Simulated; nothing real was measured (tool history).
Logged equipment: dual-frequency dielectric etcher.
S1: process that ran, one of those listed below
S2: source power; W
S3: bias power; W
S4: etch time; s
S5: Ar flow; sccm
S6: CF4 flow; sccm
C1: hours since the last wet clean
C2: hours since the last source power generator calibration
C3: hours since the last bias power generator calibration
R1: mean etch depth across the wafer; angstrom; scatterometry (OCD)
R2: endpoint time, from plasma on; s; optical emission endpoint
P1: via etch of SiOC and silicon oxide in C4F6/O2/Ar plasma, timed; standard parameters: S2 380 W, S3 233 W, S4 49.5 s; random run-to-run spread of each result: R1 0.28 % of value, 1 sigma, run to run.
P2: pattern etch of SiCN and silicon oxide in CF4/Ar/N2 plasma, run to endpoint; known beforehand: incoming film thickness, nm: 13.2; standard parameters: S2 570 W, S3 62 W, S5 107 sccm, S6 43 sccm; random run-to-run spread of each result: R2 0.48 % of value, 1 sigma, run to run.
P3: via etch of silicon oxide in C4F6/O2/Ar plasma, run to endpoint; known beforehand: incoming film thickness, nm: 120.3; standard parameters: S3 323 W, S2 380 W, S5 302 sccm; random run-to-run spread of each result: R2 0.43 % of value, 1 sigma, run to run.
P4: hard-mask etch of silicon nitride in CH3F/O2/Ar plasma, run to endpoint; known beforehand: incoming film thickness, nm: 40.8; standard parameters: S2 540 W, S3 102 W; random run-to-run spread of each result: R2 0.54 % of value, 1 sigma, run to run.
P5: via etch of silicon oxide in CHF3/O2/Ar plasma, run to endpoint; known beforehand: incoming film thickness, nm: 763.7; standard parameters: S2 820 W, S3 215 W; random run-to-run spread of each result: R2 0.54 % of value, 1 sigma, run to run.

| run | hour | S1 | S2 | S3 | S4 | S5 | S6 | C1 | C2 | C3 | R1 | R2 |
|---|---|---|---|---|---|---|---|---|---|---|---|---|
| 1 | 10.1 | P1 | 380 | 233 | 49.5 |  |  | 253.4 | 1439.8 | 1571.2 | 588.96 |  |
| 2 | 18.7 | P1 | 380 | 233 | 49.5 |  |  | 262 | 1448.4 | 1579.8 | 584.93 |  |
| 3 | 28.5 | P4 | 340 | 102 |  |  |  | 271.8 | 1458.2 | 1589.6 |  | 56.307 |
| 4 | 41.4 | P1 | 380 | 273 | 31.5 |  |  | 284.7 | 1471.1 | 1602.5 | 394.63 |  |
| 5 | 52.3 | P2 | 570 | 62 |  | 107 | 33 | 295.6 | 1482 | 1613.4 |  | 15.159 |
| 6 | 63.2 | P1 | 380 | 233 | 49.5 |  |  | 306.5 | 1492.9 | 1624.3 | 587.56 |  |
| 7 | 71 | P2 | 430 | 62 |  | 107 | 43 | 314.3 | 1500.7 | 1632.1 |  | 18.24 |
| 8 | 84.5 | P1 | 380 | 233 | 49.5 |  |  | 327.8 | 1514.2 | 1645.6 | 589.26 |  |
| 9 | 93.7 | P2 | 570 | 62 |  | 144 | 43 | 337 | 1523.4 | 1654.8 |  | 15.212 |
| 10 | 105.7 | P2 | 570 | 62 |  | 107 | 43 | 349 | 1535.4 | 1666.8 |  | 14.155 |
| 11 | 114.8 | P2 | 570 | 62 |  | 107 | 43 | 358.1 | 1544.5 | 1675.9 |  | 14.147 |
| 12 | 126.7 | P5 | 1050 | 215 |  |  |  | 370 | 1556.4 | 1687.8 |  | 275.01 |
| 13 | 134.6 | P1 | 380 | 325 | 49.5 |  |  | 377.9 | 1564.3 | 1695.7 | 660.46 |  |
| 14 | 147.2 | P1 | 290 | 278 | 49.5 |  |  | 390.5 | 1576.9 | 1708.3 | 566.92 |  |
| 15 | 157.4 | P3 | 270 | 323 |  | 302 |  | 400.7 | 1587.1 | 1718.5 |  | 35.573 |
| 16 | 167 | P1 | 380 | 304 | 34.5 |  |  | 410.3 | 1596.7 | 1728.1 | 449.13 |  |
| 17 | 177.3 | P1 | 380 | 233 | 71.5 |  |  | 420.6 | 1607 | 1738.4 | 848.79 |  |
| 18 | 188.4 | P1 | 300 | 233 | 49.5 |  |  | 431.7 | 1618.1 | 1749.5 | 537.7 |  |
| 19 | 202.2 | P5 | 820 | 166 |  |  |  | 445.5 | 1631.9 | 1763.3 |  | 326.23 |
| 20 | 211.3 | P3 | 380 | 323 |  | 302 |  | 454.6 | 1641 | 1772.4 |  | 31.518 |
| 21 | 224 | P5 | 820 | 215 |  |  |  | 467.3 | 1653.7 | 1785.1 |  | 302.87 |
| 22 | 235.7 | P1 | 490 | 233 | 49.5 |  |  | 479 | 1665.4 | 1796.8 | 646.32 |  |
| 23 | 246.1 | P4 | 540 | 102 |  |  |  | 489.4 | 1675.8 | 1807.2 |  | 47.583 |
| 24 | 254.7 | P1 | 380 | 233 | 49.5 |  |  | 498 | 1684.4 | 1815.8 | 590.18 |  |
| 25 | 266.8 | P1 | 380 | 233 | 38 |  |  | 510.1 | 1696.5 | 1827.9 | 451.63 |  |
| 26 | 273 | P3 | 380 | 323 |  | 430 |  | 516.3 | 1702.7 | 1834.1 |  | 32.739 |
| 27 | 281.4 | P2 | 570 | 45 |  | 107 | 43 | 524.7 | 1711.1 | 1842.5 |  | 15.895 |
| 28 | 294.9 | P1 | 380 | 233 | 49.5 |  |  | 538.2 | 1724.6 | 1856 | 587.27 |  |
| 29 | 303.5 | P3 | 380 | 395 |  | 302 |  | 546.8 | 1733.2 | 1864.6 |  | 29.17 |
| 30 | 312.9 | P4 | 540 | 75 |  |  |  | 556.2 | 1742.6 | 1874 |  | 53.366 |
| 31 | 321.7 | P3 | 380 | 323 |  | 302 |  | 565 | 1751.4 | 1882.8 |  | 31.249 |
| 32 | 332 | P1 | 380 | 141 | 49.5 |  |  | 575.3 | 1761.7 | 1893.1 | 499.34 |  |
| 33 | 340.6 | P1 | 380 | 233 | 49.5 |  |  | 583.9 | 1770.3 | 1901.7 | 588.43 |  |
| 34 | 348.5 | P1 | 380 | 233 | 49.5 |  |  | 591.8 | 1778.2 | 1909.6 | 587.26 |  |
| 35 | 356.4 | P1 | 380 | 233 | 49.5 |  |  | 599.7 | 1786.1 | 1917.5 | 582.01 |  |
|  | 358.2 | wet clean of the chamber |
| 36 | 366 | P1 | 380 | 233 | 49.5 |  |  | 7.8 | 1795.7 | 1927.1 | 579.88 |  |
| 37 | 373.2 | P1 | 380 | 233 | 49.5 |  |  | 15 | 1802.9 | 1934.3 | 580.02 |  |
| 38 | 381.2 | P1 | 380 | 233 | 49.5 |  |  | 23 | 1810.9 | 1942.3 | 579 |  |
| 39 | 389.5 | P1 | 380 | 233 | 49.5 |  |  | 31.3 | 1819.2 | 1950.6 | 576.84 |  |

What P1 gives has crept off from where it sat before. The 2 causes that follow fit the log equally well, each at the size noted:
A: bias power that arrives under what is set, % = 4.72
B: source power that arrives under what is set, % = 4.2
The creep began at about hour 340.6.
What rules out each remaining cause:
chamber walls in a state that lowers the etch rate, %: work on it at hour 358.2, done after the drift set in, did not restore what the process gave before

Which of the 4 check runs listed below, each an average over 3 wafers with its results shown as question marks, gives clearly different results under the different listed causes?
| check 1 | 397.8 | P2 | 570 | 62 |  | 107 | 43 |  |  |  |  | ? |
| check 2 | 397.8 | P4 | 540 | 102 |  |  |  |  |  |  |  | ? |
| check 3 | 397.8 | P5 | 820 | 215 |  |  |  |  |  |  |  | ? |
| check 4 | 397.8 | P3 | 380 | 323 |  | 302 |  |  |  |  |  | ? |

Outcome of each check run for each possible cause:
| check | result | if A | if B |
|---|---|---|---|
| check 1 | R2 | 14.56 | 14.865 |
| check 2 | R2 | 48.561 | 48.497 |
| check 3 | R2 | 306.79 | 306.78 |
| check 4 | R2 | 31.938 | 31.915 |
Smallest distance between any two causes, each pair judged by its most separating result, in per cent: check 1 2.07 %; check 2 0.13 %; check 3 0.01 %; check 4 0.07 %
Of the check runs offered, only check 1 discriminates between the causes; the rest would read about the same regardless of which cause applies.

The results of check 1 are: R2 14.559 s. Based on these, which of the listed causes is it?

The cause is A: bias power that arrives under what is set, %.
